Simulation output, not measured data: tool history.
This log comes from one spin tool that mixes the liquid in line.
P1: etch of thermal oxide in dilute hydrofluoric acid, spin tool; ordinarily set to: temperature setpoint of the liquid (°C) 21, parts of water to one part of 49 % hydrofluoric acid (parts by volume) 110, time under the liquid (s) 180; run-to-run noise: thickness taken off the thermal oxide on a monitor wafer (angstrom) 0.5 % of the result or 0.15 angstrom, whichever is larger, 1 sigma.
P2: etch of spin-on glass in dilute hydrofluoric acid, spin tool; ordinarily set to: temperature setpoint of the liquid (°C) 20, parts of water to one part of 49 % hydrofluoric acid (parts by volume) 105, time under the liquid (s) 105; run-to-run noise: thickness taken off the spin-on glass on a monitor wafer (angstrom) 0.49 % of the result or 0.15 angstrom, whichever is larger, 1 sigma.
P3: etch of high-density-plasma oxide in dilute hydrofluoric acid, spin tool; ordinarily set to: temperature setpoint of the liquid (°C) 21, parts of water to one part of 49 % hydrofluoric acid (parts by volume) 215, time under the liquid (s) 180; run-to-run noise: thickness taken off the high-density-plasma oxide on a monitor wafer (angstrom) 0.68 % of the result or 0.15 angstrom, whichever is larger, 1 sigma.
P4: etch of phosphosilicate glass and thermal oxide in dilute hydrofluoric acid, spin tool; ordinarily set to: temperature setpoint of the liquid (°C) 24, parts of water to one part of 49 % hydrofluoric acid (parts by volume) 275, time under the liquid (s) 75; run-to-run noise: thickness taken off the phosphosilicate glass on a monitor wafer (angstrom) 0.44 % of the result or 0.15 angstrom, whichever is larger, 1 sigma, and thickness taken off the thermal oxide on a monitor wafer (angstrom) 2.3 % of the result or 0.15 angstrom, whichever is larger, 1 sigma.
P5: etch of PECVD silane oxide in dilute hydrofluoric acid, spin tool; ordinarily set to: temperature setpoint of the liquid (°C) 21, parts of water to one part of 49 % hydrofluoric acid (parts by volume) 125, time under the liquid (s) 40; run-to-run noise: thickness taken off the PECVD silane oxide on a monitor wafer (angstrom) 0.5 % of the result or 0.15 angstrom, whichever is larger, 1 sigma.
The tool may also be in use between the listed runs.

run,hour,process that ran,temperature setpoint of the liquid (°C),parts of water to one part of 49 % hydrofluoric acid (parts by volume),time under the liquid (s),thickness taken off the thermal oxide on a monitor wafer (angstrom),thickness taken off the PECVD silane oxide on a monitor wafer (angstrom),thickness taken off the spin-on glass on a monitor wafer (angstrom),thickness taken off the high-density-plasma oxide on a monitor wafer (angstrom),thickness taken off the phosphosilicate glass on a monitor wafer (angstrom)
1,8.2,P1,21,110,180,63.605,,,,
2,18.3,P5,21,215,40,,61.119,,,
3,24.3,P1,21,110,180,63.896,,,,
4,30.1,P2,17,105,105,,,205.93,,
5,42.5,P3,21,395,180,,,,17.439,
6,52.5,P5,21,125,40,,113.86,,,
7,61.5,P2,20,105,45,,,100.82,,
8,70.8,P2,20,105,105,,,230.92,,
9,83.1,P3,21,215,180,,,,36.936,
10,95.7,P4,24,275,30,4.4237,,,,144.45
11,101.6,P1,17,110,45,13.397,,,,
12,112.3,P5,21,125,15,,42.717,,,
13,119.2,P2,20,105,105,,,232.1,,
14,126.8,P1,21,110,180,63.601,,,,
15,134.8,P3,21,215,70,,,,14.501,
16,140.5,P1,21,185,180,35.146,,,,
17,149.1,P4,24,275,75,10.582,,,,363.77
18,156.5,P1,21,110,180,63.998,,,,
19,162.7,P1,21,110,180,63.966,,,,
20,174.8,P1,21,110,310,109.17,,,,
21,184.6,P1,27,110,180,81.209,,,,
22,196.6,P4,24,55,75,66.403,,,,2334.8
23,204.6,P1,21,110,25,8.9523,,,,
24,215.3,P4,28.5,275,75,11.69,,,,424.73
25,225.5,P5,17,125,40,,96.468,,,
26,231.7,P3,21,215,180,,,,37.19,
27,241.7,P3,29.5,215,180,,,,50.456,
28,248,P1,17,110,180,54.751,,,,
29,254.6,P5,21,125,40,,115.44,,,
30,260.7,P4,24,275,75,10.145,,,,364.85
31,270.2,P1,21,110,180,64.077,,,,
32,281.5,P2,20,180,105,,,125.1,,

Run 33 has not been measured yet. What should we expect?
33,288.3,P1,21,65,180,?,,,,

{"run 33": {"thickness taken off the thermal oxide on a monitor wafer (angstrom)": 114.17}}
